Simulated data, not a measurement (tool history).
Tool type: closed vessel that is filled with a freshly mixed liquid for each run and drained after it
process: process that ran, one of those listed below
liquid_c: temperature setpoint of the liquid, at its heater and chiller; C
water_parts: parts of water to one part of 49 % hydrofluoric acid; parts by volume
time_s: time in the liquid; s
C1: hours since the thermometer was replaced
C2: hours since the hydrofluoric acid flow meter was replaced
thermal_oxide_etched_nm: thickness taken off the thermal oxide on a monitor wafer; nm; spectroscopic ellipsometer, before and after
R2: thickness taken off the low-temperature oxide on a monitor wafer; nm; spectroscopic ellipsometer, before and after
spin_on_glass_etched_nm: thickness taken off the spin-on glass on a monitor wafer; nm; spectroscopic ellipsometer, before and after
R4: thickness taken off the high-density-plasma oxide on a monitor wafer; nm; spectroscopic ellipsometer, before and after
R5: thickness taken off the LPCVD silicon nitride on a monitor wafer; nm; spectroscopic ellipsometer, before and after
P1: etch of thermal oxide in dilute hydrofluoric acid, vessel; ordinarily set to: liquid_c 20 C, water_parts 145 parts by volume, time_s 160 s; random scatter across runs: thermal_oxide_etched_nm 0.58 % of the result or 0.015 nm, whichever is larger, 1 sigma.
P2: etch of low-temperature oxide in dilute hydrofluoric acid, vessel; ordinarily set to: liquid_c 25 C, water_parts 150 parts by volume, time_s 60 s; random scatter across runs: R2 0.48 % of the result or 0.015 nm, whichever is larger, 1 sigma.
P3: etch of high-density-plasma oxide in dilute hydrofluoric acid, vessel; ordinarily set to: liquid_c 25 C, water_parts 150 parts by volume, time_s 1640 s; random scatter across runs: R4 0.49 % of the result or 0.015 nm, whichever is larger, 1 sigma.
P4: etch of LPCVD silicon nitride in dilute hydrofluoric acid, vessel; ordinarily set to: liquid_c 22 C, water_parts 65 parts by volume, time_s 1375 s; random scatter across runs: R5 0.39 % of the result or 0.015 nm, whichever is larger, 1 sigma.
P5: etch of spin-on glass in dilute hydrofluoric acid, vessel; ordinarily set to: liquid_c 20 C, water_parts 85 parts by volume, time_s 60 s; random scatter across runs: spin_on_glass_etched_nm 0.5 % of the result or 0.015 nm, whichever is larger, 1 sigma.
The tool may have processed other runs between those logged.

Run 1, hour 3.1: process P1, liquid_c 20 C, water_parts 145 parts by volume, time_s 160 s; C1 1650; C2 1040.9. Result: thermal_oxide_etched_nm 4.3666 nm.
Run 2, hour 7.3: process P1, liquid_c 24.5 C, water_parts 145 parts by volume, time_s 160 s; C1 1654.2; C2 1045.1. Result: thermal_oxide_etched_nm 5.1798 nm.
Run 3, hour 10.6: process P1, liquid_c 20 C, water_parts 85 parts by volume, time_s 160 s; C1 1657.5; C2 1048.4. Result: thermal_oxide_etched_nm 7.9078 nm.
Run 4, hour 15: process P2, liquid_c 25 C, water_parts 205 parts by volume, time_s 60 s; C1 1661.9; C2 1052.8. Result: R2 5.473 nm.
Run 5, hour 17.3: process P1, liquid_c 26 C, water_parts 145 parts by volume, time_s 35 s; C1 1664.2; C2 1055.1. Result: thermal_oxide_etched_nm 1.2191 nm.
Run 6, hour 19.6: process P5, liquid_c 20 C, water_parts 85 parts by volume, time_s 30 s; C1 1666.5; C2 1057.4. Result: spin_on_glass_etched_nm 19.138 nm.
Run 7, hour 22.2: process P2, liquid_c 25 C, water_parts 150 parts by volume, time_s 90 s; C1 1669.1; C2 1060. Result: R2 11.988 nm.
Run 8, hour 25.3: process P1, liquid_c 20 C, water_parts 145 parts by volume, time_s 160 s; C1 1672.2; C2 1063.1. Result: thermal_oxide_etched_nm 4.3622 nm.
Run 9, hour 29.6: process P3, liquid_c 25 C, water_parts 225 parts by volume, time_s 1640 s; C1 1676.5; C2 1067.4. Result: R4 33.315 nm.
Run 10, hour 32.9: process P1, liquid_c 20 C, water_parts 235 parts by volume, time_s 160 s; C1 1679.8; C2 1070.7. Result: thermal_oxide_etched_nm 2.4658 nm.
Run 11, hour 34.9: process P2, liquid_c 18 C, water_parts 150 parts by volume, time_s 60 s; C1 1681.8; C2 1072.7. Result: R2 6.0802 nm.
Run 12, hour 38.2: process P1, liquid_c 17 C, water_parts 215 parts by volume, time_s 160 s; C1 1685.1; C2 1076. Result: thermal_oxide_etched_nm 2.4538 nm.
Run 13, hour 40.5: process P4, liquid_c 22 C, water_parts 65 parts by volume, time_s 1375 s; C1 1687.4; C2 1078.3. Result: R5 8.6699 nm.
Run 14, hour 42.7: process P1, liquid_c 26 C, water_parts 230 parts by volume, time_s 160 s; C1 1689.6; C2 1080.5. Result: thermal_oxide_etched_nm 3.1422 nm.
Run 15, hour 45.4: process P1, liquid_c 17 C, water_parts 145 parts by volume, time_s 160 s; C1 1692.3; C2 1083.2. Result: thermal_oxide_etched_nm 3.8694 nm.
Run 16, hour 47.4: process P5, liquid_c 17 C, water_parts 85 parts by volume, time_s 60 s; C1 1694.3; C2 1085.2. Result: spin_on_glass_etched_nm 34.239 nm.
Run 17, hour 50.5: process P5, liquid_c 20 C, water_parts 25 parts by volume, time_s 60 s; C1 1697.4; C2 1088.3. Result: spin_on_glass_etched_nm 142.05 nm.
Run 18, hour 54.3: process P3, liquid_c 28.5 C, water_parts 150 parts by volume, time_s 1640 s; C1 1701.2; C2 1092.1. Result: R4 61.914 nm.
Run 19, hour 58.5: process P3, liquid_c 25 C, water_parts 150 parts by volume, time_s 1640 s; C1 1705.4; C2 1096.3. Result: R4 54.343 nm.
Run 20, hour 61.6: process P4, liquid_c 22 C, water_parts 65 parts by volume, time_s 285 s; C1 1708.5; C2 1099.4. Result: R5 1.8096 nm.
Run 21, hour 64.4: process P4, liquid_c 22 C, water_parts 110 parts by volume, time_s 1375 s; C1 1711.3; C2 1102.2. Result: R5 5.1504 nm.
Run 22, hour 67.1: process P1, liquid_c 20 C, water_parts 145 parts by volume, time_s 280 s; C1 1714; C2 1104.9. Result: thermal_oxide_etched_nm 7.5758 nm.
Run 23, hour 70.4: process P4, liquid_c 17 C, water_parts 65 parts by volume, time_s 1375 s; C1 1717.3; C2 1108.2. Result: R5 6.1091 nm.
Run 24, hour 74.7: process P2, liquid_c 25 C, water_parts 150 parts by volume, time_s 60 s; C1 1721.6; C2 1112.5. Result: R2 7.9856 nm.
Run 25, hour 78.3: process P5, liquid_c 20 C, water_parts 85 parts by volume, time_s 60 s; C1 1725.2; C2 1116.1. Result: spin_on_glass_etched_nm 38.712 nm.
Run 26, hour 81.1: process P1, liquid_c 20 C, water_parts 145 parts by volume, time_s 160 s; C1 1728; C2 1118.9. Result: thermal_oxide_etched_nm 4.3672 nm.
Run 27, hour 85.4: process P3, liquid_c 25 C, water_parts 150 parts by volume, time_s 2835 s; C1 1732.3; C2 1123.2. Result: R4 93.861 nm.
Run 28, hour 88.9: process P1, liquid_c 20 C, water_parts 145 parts by volume, time_s 55 s; C1 1735.8; C2 1126.7. Result: thermal_oxide_etched_nm 1.5279 nm.
At hour 90.2: hydrofluoric acid flow meter replaced.
Run 29, hour 92.6: process P4, liquid_c 22 C, water_parts 65 parts by volume, time_s 1375 s; C1 1739.5; C2 2.4. Result: R5 8.6839 nm.
Run 30, hour 95.5: process P5, liquid_c 20 C, water_parts 85 parts by volume, time_s 60 s; C1 1742.4; C2 5.3. Result: spin_on_glass_etched_nm 38.487 nm.
Run 31, hour 98.3: process P1, liquid_c 20 C, water_parts 145 parts by volume, time_s 160 s; C1 1745.2; C2 8.1. Result: thermal_oxide_etched_nm 4.3731 nm.
Run 32, hour 101.6: process P1, liquid_c 20 C, water_parts 145 parts by volume, time_s 160 s; C1 1748.5; C2 11.4. Result: thermal_oxide_etched_nm 4.3224 nm.
Run 33, hour 105: process P1, liquid_c 20 C, water_parts 145 parts by volume, time_s 160 s; C1 1751.9; C2 14.8. Result: thermal_oxide_etched_nm 4.2241 nm.
Run 34, hour 108.7: process P1, liquid_c 20 C, water_parts 145 parts by volume, time_s 160 s; C1 1755.6; C2 18.5. Result: thermal_oxide_etched_nm 4.0672 nm.
Run 35, hour 112.9: process P1, liquid_c 20 C, water_parts 145 parts by volume, time_s 160 s; C1 1759.8; C2 22.7. Result: thermal_oxide_etched_nm 4.0585 nm.
Run 36, hour 116.8: process P1, liquid_c 20 C, water_parts 145 parts by volume, time_s 160 s; C1 1763.7; C2 26.6. Result: thermal_oxide_etched_nm 4.0163 nm.
Run 37, hour 119.8: process P1, liquid_c 20 C, water_parts 145 parts by volume, time_s 160 s; C1 1766.7; C2 29.6. Result: thermal_oxide_etched_nm 4.0251 nm.
Run 38, hour 122.7: process P1, liquid_c 20 C, water_parts 145 parts by volume, time_s 160 s; C1 1769.6; C2 32.5. Result: thermal_oxide_etched_nm 3.9474 nm.
Run 39, hour 126.6: process P1, liquid_c 20 C, water_parts 145 parts by volume, time_s 160 s; C1 1773.5; C2 36.4. Result: thermal_oxide_etched_nm 4.0013 nm.
Run 40, hour 129.4: process P1, liquid_c 20 C, water_parts 145 parts by volume, time_s 160 s; C1 1776.3; C2 39.2. Result: thermal_oxide_etched_nm 3.9646 nm.

What P1 gives has crept off from where it sat before. The 2 causes that follow fit the log equally well, each at the size noted:
A: hydrofluoric acid flow below the setpoint (%) = 7.86
B: liquid colder than its thermometer reads (K) = 2.35
At approximately hour 101.6, the process output began to creep.

Question marks stand in for the results of the 4 check runs listed below, each run on one wafer. Under which run would the listed causes show clearly different results?
Run check 1, hour 132.2: process P4, liquid_c 22 C, water_parts 65 parts by volume, time_s 1375 s. Result: R5 ?.
Run check 2, hour 132.2: process P3, liquid_c 25 C, water_parts 150 parts by volume, time_s 1640 s. Result: R4 ?.
Run check 3, hour 132.2: process P2, liquid_c 25 C, water_parts 150 parts by volume, time_s 60 s. Result: R2 ?.
Run check 4, hour 132.2: process P5, liquid_c 20 C, water_parts 85 parts by volume, time_s 60 s. Result: spin_on_glass_etched_nm ?.

What each check would give under each cause:
  check                   result    if A    if B
check 1                       R5   7.973  7.3516
check 2                       R4  49.287   49.62
check 3                       R2  7.2706  7.3198
check 4  spin_on_glass_etched_nm  35.373  35.078
Per check, the gap between the least separated pair of causes, taken in the result that splits them most: check 1 8.11 %; check 2 0.67 %; check 3 0.67 %; check 4 0.84 %
Of the check runs offered, only check 1 discriminates between the causes; the rest would read about the same regardless of which cause applies.

Check 1 was carried out, with these results: R5 8 nm. Which of the listed causes is responsible?

The correct cause is A, namely: hydrofluoric acid flow below the setpoint (%).

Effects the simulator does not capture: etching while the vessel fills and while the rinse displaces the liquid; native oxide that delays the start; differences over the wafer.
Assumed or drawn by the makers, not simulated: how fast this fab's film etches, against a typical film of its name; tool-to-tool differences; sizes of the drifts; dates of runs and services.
